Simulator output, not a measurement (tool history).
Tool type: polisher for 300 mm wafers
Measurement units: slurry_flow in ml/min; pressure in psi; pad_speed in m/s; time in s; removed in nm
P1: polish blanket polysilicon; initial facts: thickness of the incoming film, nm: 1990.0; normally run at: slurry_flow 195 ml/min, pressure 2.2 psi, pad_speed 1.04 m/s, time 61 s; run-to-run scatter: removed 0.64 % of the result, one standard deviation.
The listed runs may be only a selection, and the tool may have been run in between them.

Run 1, hour 7.8: slurry_flow 195 ml/min, pressure 2.2 psi, pad_speed 1.04 m/s, time 61 s. Result: removed 463.60 nm.
Run 2, hour 15.6: slurry_flow 195 ml/min, pressure 2.2 psi, pad_speed 1.04 m/s, time 61 s. Result: removed 466.02 nm.
Run 3, hour 22.0: slurry_flow 195 ml/min, pressure 2.2 psi, pad_speed 1.04 m/s, time 61 s. Result: removed 464.96 nm.
Run 4, hour 32.3: slurry_flow 195 ml/min, pressure 1.1 psi, pad_speed 1.04 m/s, time 61 s. Result: removed 230.80 nm.
Run 5, hour 40.1: slurry_flow 195 ml/min, pressure 2.2 psi, pad_speed 1.04 m/s, time 86 s. Result: removed 652.70 nm.
Run 6, hour 48.5: slurry_flow 195 ml/min, pressure 2.2 psi, pad_speed 1.04 m/s, time 34 s. Result: removed 258.44 nm.
Run 7, hour 55.0: slurry_flow 195 ml/min, pressure 2.2 psi, pad_speed 1.58 m/s, time 61 s. Result: removed 706.00 nm.
Run 8, hour 67.6: slurry_flow 265 ml/min, pressure 2.2 psi, pad_speed 1.04 m/s, time 61 s. Result: removed 479.10 nm.
Run 9, hour 79.4: slurry_flow 120 ml/min, pressure 2.2 psi, pad_speed 1.04 m/s, time 95 s. Result: removed 668.24 nm.
Run 10, hour 92.6: slurry_flow 120 ml/min, pressure 2.2 psi, pad_speed 1.38 m/s, time 61 s. Result: removed 569.34 nm.
Run 11, hour 106.5: slurry_flow 195 ml/min, pressure 2.2 psi, pad_speed 1.04 m/s, time 61 s. Result: removed 461.93 nm.
Run 12, hour 112.7: slurry_flow 115 ml/min, pressure 2.2 psi, pad_speed 1.04 m/s, time 61 s. Result: removed 425.90 nm.
Run 13, hour 126.0: slurry_flow 195 ml/min, pressure 2.2 psi, pad_speed 0.48 m/s, time 61 s. Result: removed 214.22 nm.
Run 14, hour 136.2: slurry_flow 195 ml/min, pressure 3.1 psi, pad_speed 1.04 m/s, time 61 s. Result: removed 651.52 nm.

Run 15 has not been measured yet. What should we expect?
Run 15, hour 144.0: slurry_flow 195 ml/min, pressure 2.2 psi, pad_speed 1.04 m/s, time 61 s. Result: removed ?.

Run 15 produced removed 466.05 nm.
